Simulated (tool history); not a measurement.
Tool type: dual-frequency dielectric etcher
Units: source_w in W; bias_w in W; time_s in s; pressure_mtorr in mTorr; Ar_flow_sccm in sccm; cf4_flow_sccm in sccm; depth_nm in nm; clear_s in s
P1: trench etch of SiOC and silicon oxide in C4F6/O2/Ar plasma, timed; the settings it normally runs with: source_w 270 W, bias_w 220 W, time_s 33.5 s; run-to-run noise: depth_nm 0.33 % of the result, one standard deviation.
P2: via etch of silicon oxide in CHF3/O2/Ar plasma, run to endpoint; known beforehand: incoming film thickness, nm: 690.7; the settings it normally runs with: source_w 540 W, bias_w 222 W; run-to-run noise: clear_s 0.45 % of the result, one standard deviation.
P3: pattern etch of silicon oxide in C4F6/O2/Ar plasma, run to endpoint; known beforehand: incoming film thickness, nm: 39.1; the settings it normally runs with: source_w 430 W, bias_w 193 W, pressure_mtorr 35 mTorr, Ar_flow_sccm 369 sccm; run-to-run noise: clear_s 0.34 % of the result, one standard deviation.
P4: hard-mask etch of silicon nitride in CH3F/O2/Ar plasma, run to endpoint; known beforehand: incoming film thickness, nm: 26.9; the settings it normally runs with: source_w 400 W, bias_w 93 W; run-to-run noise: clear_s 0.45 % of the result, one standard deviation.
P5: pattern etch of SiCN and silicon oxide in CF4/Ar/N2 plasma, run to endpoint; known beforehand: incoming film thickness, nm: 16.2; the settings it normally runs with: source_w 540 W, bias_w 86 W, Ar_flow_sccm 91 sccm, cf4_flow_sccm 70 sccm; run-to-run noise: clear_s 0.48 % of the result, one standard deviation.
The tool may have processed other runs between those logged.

run   hour  process  source_w  bias_w  time_s  pressure_mtorr  Ar_flow_sccm  cf4_flow_sccm  hours since the last wet clean  hours since the last source power generator calibration  hours since the last bias power generator calibration  depth_nm  clear_s
  1    3.9       P1       270     220    33.5                                                                        301.7                                                    671.6                                                 2767.3    61.832
  2    8.2       P1       170     220    33.5                                                                          306                                                    675.9                                                 2771.6    51.568
  3   12.8       P3       430     193                      35           484                                          310.6                                                    680.5                                                 2776.2             12.625
  4   15.8       P4       300      93                                                                                313.6                                                    683.5                                                 2779.2             39.294
  5   18.1       P4       400      93                                                                                315.9                                                    685.8                                                 2781.5               35.4
  6   20.5       P1       340     220    33.5                                                                        318.3                                                    688.2                                                 2783.9    67.582
  7   23.4       P3       430     137                      35           369                                          321.2                                                    691.1                                                 2786.8             13.611
  8   27.2       P1       360     259    33.5                                                                          325                                                    694.9                                                 2790.6     73.11
  9     31       P5       540      86                                    59             70                           328.8                                                    698.7                                                 2794.4              13.79
 10   35.1       P1       270     220    33.5                                                                        332.9                                                    702.8                                                 2798.5    61.508
 11   38.4       P1       270     220    33.5                                                                        336.2                                                    706.1                                                 2801.8     61.62
 12   42.2       P3       430     193                      35           369                                            340                                                    709.9                                                 2805.6             12.224
 13   46.7       P5       540     103                                    91             70                           344.5                                                    714.4                                                 2810.1             13.741
 14   51.3       P2       540     308                                                                                349.1                                                      719                                                 2814.7             295.76
 15   55.7       P1       270     220    24.5                                                                        353.5                                                    723.4                                                 2819.1    45.314
 16   58.4       P1       270     146    33.5                                                                        356.2                                                    726.1                                                 2821.8    53.885
 17   61.9       P2       540     222                                                                                359.7                                                    729.6                                                 2825.3             335.58
 18   65.6       P1       270     312    33.5                                                                        363.4                                                    733.3                                                   2829    69.523
 19   68.6       P5       540      86                                    91             70                           366.4                                                    736.3                                                   2832             14.498
 20     72       P3       430     193                    26.5           369                                          369.8                                                    739.7                                                 2835.4             11.854
 21   74.9       P2       640     222                                                                                372.7                                                    742.6                                                 2838.3             312.99
 22   78.1       P5       320      86                                    91             70                           375.9                                                    745.8                                                 2841.5             23.333
 23   82.6       P4       400      55                                                                                380.4                                                    750.3                                                   2846             42.306
 24   85.8       P5       540      86                                    91             97                           383.6                                                    753.5                                                 2849.2             13.982
 25   89.7       P1       270     220    33.5                                                                        387.5                                                    757.4                                                 2853.1    61.505
 26   93.3       P3       260     193                      35           369                                          391.1                                                      761                                                 2856.7             14.923
 27     98       P4       400      93                                                                                395.8                                                    765.7                                                 2861.4             35.119
 28  102.2       P1       270     220    33.5                                                                          400                                                    769.9                                                 2865.6     61.59
 29  105.5       P1       270     220    43.5                                                                        403.3                                                    773.2                                                 2868.9    79.959
 30  109.5       P1       270     220    33.5                                                                        407.3                                                    777.2                                                 2872.9    61.823
 31  112.5       P1       270     220    33.5                                                                        410.3                                                    780.2                                                 2875.9    61.162
 32  117.2       P1       270     220    33.5                                                                          415                                                    784.9                                                 2880.6    60.939
     119.1  -- wet clean of the chamber
 33  119.8       P1       270     220    33.5                                                                          0.8                                                    787.5                                                 2883.2    60.662
 34    123       P1       270     220    33.5                                                                            4                                                    790.7                                                 2886.4    60.659
 35  126.6       P1       270     220    33.5                                                                          7.6                                                    794.3                                                   2890    60.815
 36    130       P1       270     220    33.5                                                                           11                                                    797.7                                                 2893.4    60.622
 37  133.5       P1       270     220    33.5                                                                         14.5                                                    801.2                                                 2896.9     60.25
 38  136.2       P1       270     220    33.5                                                                         17.2                                                    803.9                                                 2899.6    60.595

Something has made what P1 gives creep away from where it was; the 2 causes below, each at its own stated size, fit the log equally well:
A: bias power that arrives under what is set, % = 4.83
B: source power that arrives under what is set, % = 4.28
Onset of the creep was near hour 109.5.
Why every other cause is out:
chamber walls in a state that lowers the etch rate, %: its service at hour 119.1 followed the start of the drift and did not put the process back to its old value

Consider the 4 check runs below, whose results appear as question marks and each of which averages 3 wafers. Which one distinguishes the causes, in that each cause would give it a clearly different result?
check 1  138.9       P5       380      86                                    91             70                                                                                                                                                                  ?
check 2  138.9       P3       260     155                      35           369                                                                                                                                                                                 ?
check 3  138.9       P4       310      57                                                                                                                                                                                                                       ?
check 4  138.9       P2       540     302                                                                                                                                                                                                                       ?

Outcome of each check run for each possible cause:
  check   result    if A    if B
check 1  clear_s  20.246   20.68
check 2  clear_s   16.25  16.274
check 3  clear_s  46.689   46.71
check 4  clear_s  303.28  302.66
Gap, in per cent, between the two causes that each check separates least, read from the result that separates them most: check 1 2.12 %; check 2 0.15 %; check 3 0.04 %; check 4 0.21 %
The other checks would show nearly matching results whichever cause is true, so check 1 is the only one that separates the causes.

Running check 1 produced the following: clear_s 20.199 s. Which one of the listed causes fits?

A is the cause: bias power that arrives under what is set, %.
